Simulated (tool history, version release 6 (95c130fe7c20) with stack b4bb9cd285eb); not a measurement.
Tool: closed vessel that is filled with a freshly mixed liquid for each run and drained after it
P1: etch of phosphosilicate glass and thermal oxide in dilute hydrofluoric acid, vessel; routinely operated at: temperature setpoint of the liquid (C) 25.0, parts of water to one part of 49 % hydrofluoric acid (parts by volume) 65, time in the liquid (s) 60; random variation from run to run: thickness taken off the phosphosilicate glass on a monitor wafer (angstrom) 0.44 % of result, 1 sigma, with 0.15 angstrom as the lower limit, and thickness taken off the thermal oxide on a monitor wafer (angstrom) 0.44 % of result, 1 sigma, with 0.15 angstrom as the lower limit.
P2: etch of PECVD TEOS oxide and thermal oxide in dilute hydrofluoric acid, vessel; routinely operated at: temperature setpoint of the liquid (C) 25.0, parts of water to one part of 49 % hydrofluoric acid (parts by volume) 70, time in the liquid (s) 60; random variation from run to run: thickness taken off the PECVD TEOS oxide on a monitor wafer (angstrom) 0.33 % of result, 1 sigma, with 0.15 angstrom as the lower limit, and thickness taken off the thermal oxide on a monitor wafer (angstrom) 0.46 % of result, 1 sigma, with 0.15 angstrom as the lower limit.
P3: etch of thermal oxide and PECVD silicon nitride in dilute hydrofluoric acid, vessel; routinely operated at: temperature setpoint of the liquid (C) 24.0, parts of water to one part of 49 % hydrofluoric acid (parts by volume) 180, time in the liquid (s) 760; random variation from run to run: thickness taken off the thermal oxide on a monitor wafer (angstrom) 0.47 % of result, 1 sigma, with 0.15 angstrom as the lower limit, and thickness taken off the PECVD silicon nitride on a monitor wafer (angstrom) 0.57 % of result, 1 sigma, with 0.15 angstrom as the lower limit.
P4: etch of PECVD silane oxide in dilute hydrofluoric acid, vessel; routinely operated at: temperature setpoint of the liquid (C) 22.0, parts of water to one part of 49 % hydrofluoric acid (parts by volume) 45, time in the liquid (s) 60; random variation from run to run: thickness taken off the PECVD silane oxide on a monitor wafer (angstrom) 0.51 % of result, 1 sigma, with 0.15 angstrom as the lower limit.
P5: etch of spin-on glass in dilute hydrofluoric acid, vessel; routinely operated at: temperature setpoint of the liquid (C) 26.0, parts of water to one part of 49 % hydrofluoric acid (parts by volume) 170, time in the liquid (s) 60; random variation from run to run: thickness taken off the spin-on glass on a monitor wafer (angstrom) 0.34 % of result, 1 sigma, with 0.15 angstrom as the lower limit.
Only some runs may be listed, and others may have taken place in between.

run,hour,process that ran,temperature setpoint of the liquid (C),parts of water to one part of 49 % hydrofluoric acid (parts by volume),time in the liquid (s),thickness taken off the phosphosilicate glass on a monitor wafer (angstrom),thickness taken off the thermal oxide on a monitor wafer (angstrom),thickness taken off the PECVD silane oxide on a monitor wafer (angstrom),thickness taken off the spin-on glass on a monitor wafer (angstrom),thickness taken off the PECVD TEOS oxide on a monitor wafer (angstrom),thickness taken off the PECVD silicon nitride on a monitor wafer (angstrom)
1,13.7,P1,25.0,65,60,726.51,49.0650,,,,
2,27.2,P4,17.0,45,60,,,307.59,,,
3,35.3,P1,32.5,65,60,972.73,64.8650,,,,
4,45.2,P5,26.0,170,30,,,,81.489,,
5,57.6,P5,20.0,170,60,,,,129.440,,
6,65.8,P1,25.0,115,60,386.33,25.7940,,,,
7,73.9,P2,18.5,70,60,,32.8620,,,131.10,
8,86.1,P1,25.0,110,35,238.09,15.8200,,,,
9,102.0,P1,25.0,65,60,736.78,47.9870,,,,
10,117.2,P1,25.0,65,30,365.12,24.2630,,,,
11,127.4,P3,24.0,180,760,,193.1800,,,,111.2800
12,140.8,P1,25.0,65,90,1094.00,73.0070,,,,
13,152.7,P1,25.0,65,60,729.95,48.2740,,,,
14,159.7,P3,24.0,35,760,,1191.6000,,,,556.4800
15,170.5,P3,24.0,180,760,,193.4500,,,,111.2100
16,184.9,P5,26.0,170,60,,,,162.550,,
17,198.0,P1,25.0,35,60,1405.80,93.1440,,,,
18,207.1,P5,26.0,170,60,,,,162.370,,
19,220.5,P4,22.0,45,95,,,600.08,,,
20,235.4,P1,25.0,65,60,726.36,48.7670,,,,
21,245.9,P2,25.0,70,30,,21.2610,,,86.35,
22,254.1,P3,24.0,180,30,,7.4787,,,,4.3079
23,264.2,P2,25.0,20,60,,159.9100,,,641.85,
24,273.5,P2,25.0,70,60,,42.8510,,,171.89,
25,284.6,P4,22.0,45,60,,,379.69,,,
26,291.6,P1,25.0,65,60,726.99,48.3390,,,,
27,299.7,P4,22.0,20,60,,,885.28,,,
28,311.3,P1,18.5,65,60,555.65,36.8790,,,,
29,326.2,P3,18.0,180,760,,151.8200,,,,74.1820
30,335.2,P5,26.0,30,60,,,,1111.200,,
31,343.5,P1,25.0,65,60,726.74,48.5080,,,,
32,356.1,P1,25.0,65,60,742.54,49.6300,,,,
33,371.0,P1,25.0,65,60,756.19,50.8670,,,,
34,384.5,P1,25.0,65,60,774.42,51.4350,,,,
35,400.4,P1,25.0,65,60,769.92,51.9070,,,,
36,412.8,P1,25.0,65,60,772.54,51.5390,,,,
37,421.2,P1,25.0,65,60,779.98,51.5910,,,,
38,434.1,P1,25.0,65,60,775.10,52.1510,,,,
39,447.6,P1,25.0,65,60,780.80,51.9320,,,,
40,462.1,P1,25.0,65,60,784.45,51.7860,,,,
41,470.2,P1,25.0,65,60,783.43,51.9530,,,,

Compared with where it was, what P1 gives has crept away. Each cause listed below fits the log as well as the rest, at the size given for it:
A: liquid hotter than its thermometer reads (K) = 1.79
B: hydrofluoric acid flow above the setpoint (%) = 6.81
At approximately hour 343.5, the process output began to creep.

Below are 4 check runs, each on a single wafer, with their results shown as question marks. Which of them would tell the listed causes apart, meaning the causes would give clearly different results under it?
check 1,478.3,P5,26.0,65,60,,,,?,,
check 2,478.3,P2,25.0,20,35,,?,,,?,
check 3,478.3,P3,20.0,70,760,,?,,,,?
check 4,478.3,P4,17.0,45,60,,,?,,,

If the cause were each of the candidates in turn, the checks would give the following:
check,result,if A,if B
check 1,thickness taken off the spin-on glass on a monitor wafer (angstrom),522.100,522.310
check 2,thickness taken off the thermal oxide on a monitor wafer (angstrom),100.6400,99.9750
check 2,thickness taken off the PECVD TEOS oxide on a monitor wafer (angstrom),405.67,403.00
check 3,thickness taken off the thermal oxide on a monitor wafer (angstrom),517.4300,515.6900
check 3,thickness taken off the PECVD silicon nitride on a monitor wafer (angstrom),243.9800,230.1700
check 4,thickness taken off the PECVD silane oxide on a monitor wafer (angstrom),331.77,328.98
Separation of the two closest causes in each check, using whichever result separates them best: check 1 0.04 %; check 2 0.66 %; check 3 5.83 %; check 4 0.84 %
Only check 3 tells the causes apart: in the others they would give nearly the same result.

Check 3 has now been run. It gave: thickness taken off the thermal oxide on a monitor wafer (angstrom) 517.8700; thickness taken off the PECVD silicon nitride on a monitor wafer (angstrom) 231.5300. Which of the candidate causes is it?

The cause is B: hydrofluoric acid flow above the setpoint (%).
